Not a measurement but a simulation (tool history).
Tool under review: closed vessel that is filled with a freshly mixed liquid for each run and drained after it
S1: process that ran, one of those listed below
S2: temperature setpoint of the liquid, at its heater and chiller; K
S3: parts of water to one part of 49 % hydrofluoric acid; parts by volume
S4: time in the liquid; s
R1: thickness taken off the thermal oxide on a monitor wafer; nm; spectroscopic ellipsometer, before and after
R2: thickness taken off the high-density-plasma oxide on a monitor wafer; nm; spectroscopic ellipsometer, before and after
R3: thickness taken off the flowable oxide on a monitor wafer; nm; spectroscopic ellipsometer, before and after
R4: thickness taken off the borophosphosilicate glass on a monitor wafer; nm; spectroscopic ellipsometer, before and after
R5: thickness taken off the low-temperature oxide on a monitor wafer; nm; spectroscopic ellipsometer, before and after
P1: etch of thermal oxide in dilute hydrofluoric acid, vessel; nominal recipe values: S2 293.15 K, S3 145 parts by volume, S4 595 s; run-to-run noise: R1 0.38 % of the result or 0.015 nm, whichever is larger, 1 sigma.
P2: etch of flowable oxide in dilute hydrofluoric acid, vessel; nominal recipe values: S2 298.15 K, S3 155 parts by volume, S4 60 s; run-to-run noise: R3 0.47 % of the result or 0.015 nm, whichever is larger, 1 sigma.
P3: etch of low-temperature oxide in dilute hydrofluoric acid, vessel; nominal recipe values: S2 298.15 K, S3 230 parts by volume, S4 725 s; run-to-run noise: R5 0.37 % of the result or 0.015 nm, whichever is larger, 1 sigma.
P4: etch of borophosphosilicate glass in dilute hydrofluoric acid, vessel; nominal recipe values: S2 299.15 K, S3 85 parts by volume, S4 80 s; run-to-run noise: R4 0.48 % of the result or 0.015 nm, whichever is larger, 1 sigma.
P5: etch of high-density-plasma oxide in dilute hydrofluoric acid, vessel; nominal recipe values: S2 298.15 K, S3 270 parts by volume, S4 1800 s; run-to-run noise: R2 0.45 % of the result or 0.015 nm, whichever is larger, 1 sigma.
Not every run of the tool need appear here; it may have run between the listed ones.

run,hour,S1,S2,S3,S4,R1,R2,R3,R4,R5
1,3.0,P1,293.15,145,595,15.84800,,,,
2,9.2,P5,298.15,270,145,,3.5997,,,
3,13.2,P1,293.15,145,880,23.47100,,,,
4,19.3,P1,293.15,145,595,15.78700,,,,
5,24.1,P2,298.15,155,60,,,25.513,,
6,30.3,P1,293.15,145,595,15.79300,,,,
7,36.7,P1,293.15,145,595,15.85200,,,,
8,43.2,P1,293.15,145,595,15.82400,,,,
9,47.6,P4,299.15,85,80,,,,32.288,
10,51.9,P3,298.15,230,1400,,,,,98.238
11,56.0,P4,299.15,150,80,,,,16.881,
12,62.0,P4,299.15,85,150,,,,60.030,
13,67.5,P2,298.15,155,60,,,25.457,,
14,73.7,P5,305.15,270,1800,,56.6330,,,
# hour 78.1: hydrofluoric acid flow meter replaced
15,80.1,P5,298.15,270,1800,,45.0400,,,
16,84.9,P1,293.15,145,595,15.95200,,,,
17,87.9,P1,293.15,145,595,15.86800,,,,
18,91.0,P1,293.15,145,30,0.77927,,,,
19,97.4,P5,298.15,440,1800,,23.2940,,,
20,103.0,P3,298.15,230,725,,,,,50.962
21,106.2,P2,298.15,240,60,,,15.030,,
22,109.8,P2,290.15,155,60,,,18.616,,
23,112.7,P3,304.15,230,725,,,,,63.316
24,118.0,P1,293.15,205,595,10.50900,,,,
25,123.2,P1,290.15,145,595,13.96200,,,,
26,126.8,P4,307.15,85,80,,,,43.331,
27,130.9,P1,290.15,145,165,3.92540,,,,
28,137.2,P1,299.15,145,595,19.94500,,,,
29,142.3,P3,298.15,230,725,,,,,50.760
30,148.6,P1,293.15,70,595,35.69300,,,,
31,153.8,P1,290.15,195,595,9.89510,,,,
32,157.9,P3,298.15,35,725,,,,,423.280
33,162.6,P2,298.15,155,30,,,12.775,,
34,168.0,P1,293.15,145,595,15.77600,,,,
35,172.3,P1,293.15,145,595,16.38400,,,,
36,175.1,P1,293.15,145,595,16.69300,,,,
37,180.2,P1,293.15,145,595,17.17400,,,,
38,184.8,P1,293.15,145,595,17.14000,,,,
39,187.8,P1,293.15,145,595,17.22900,,,,
40,192.5,P1,293.15,145,595,17.20700,,,,
41,195.6,P1,293.15,145,595,17.31300,,,,

What P1 gives has crept away from where it was. These 2 causes fit the log equally well, each at the size given:
A: liquid hotter than its thermometer reads (K) = 2.28
B: hydrofluoric acid flow above the setpoint (%) = 8.14
The drift started at roughly hour 168.0.

4 check runs are offered, each on 2 wafers whose results are averaged, their results left as question marks. Which one tells the causes apart?
check 1,198.7,P3,298.15,140,725,,,,,?
check 2,198.7,P5,298.15,395,240,,?,,,
check 3,198.7,P4,299.15,125,150,,,,?,
check 4,198.7,P2,290.65,155,30,,,?,,

Expected result of each check under each candidate cause:
check,result,if A,if B
check 1,R5,100.870,101.370
check 2,R2,3.8905,4.0205
check 3,R4,42.671,42.840
check 4,R3,10.436,10.415
Per check, the gap between the least separated pair of causes, taken in the result that splits them most: check 1 0.49 %; check 2 3.29 %; check 3 0.4 %; check 4 0.2 %
Check 2 tells the causes apart: in the others they would give nearly the same result.

With check 2 done, the readings were: R2 3.8570 nm. Identify which of the listed causes applies.

A is the cause: liquid hotter than its thermometer reads (K).

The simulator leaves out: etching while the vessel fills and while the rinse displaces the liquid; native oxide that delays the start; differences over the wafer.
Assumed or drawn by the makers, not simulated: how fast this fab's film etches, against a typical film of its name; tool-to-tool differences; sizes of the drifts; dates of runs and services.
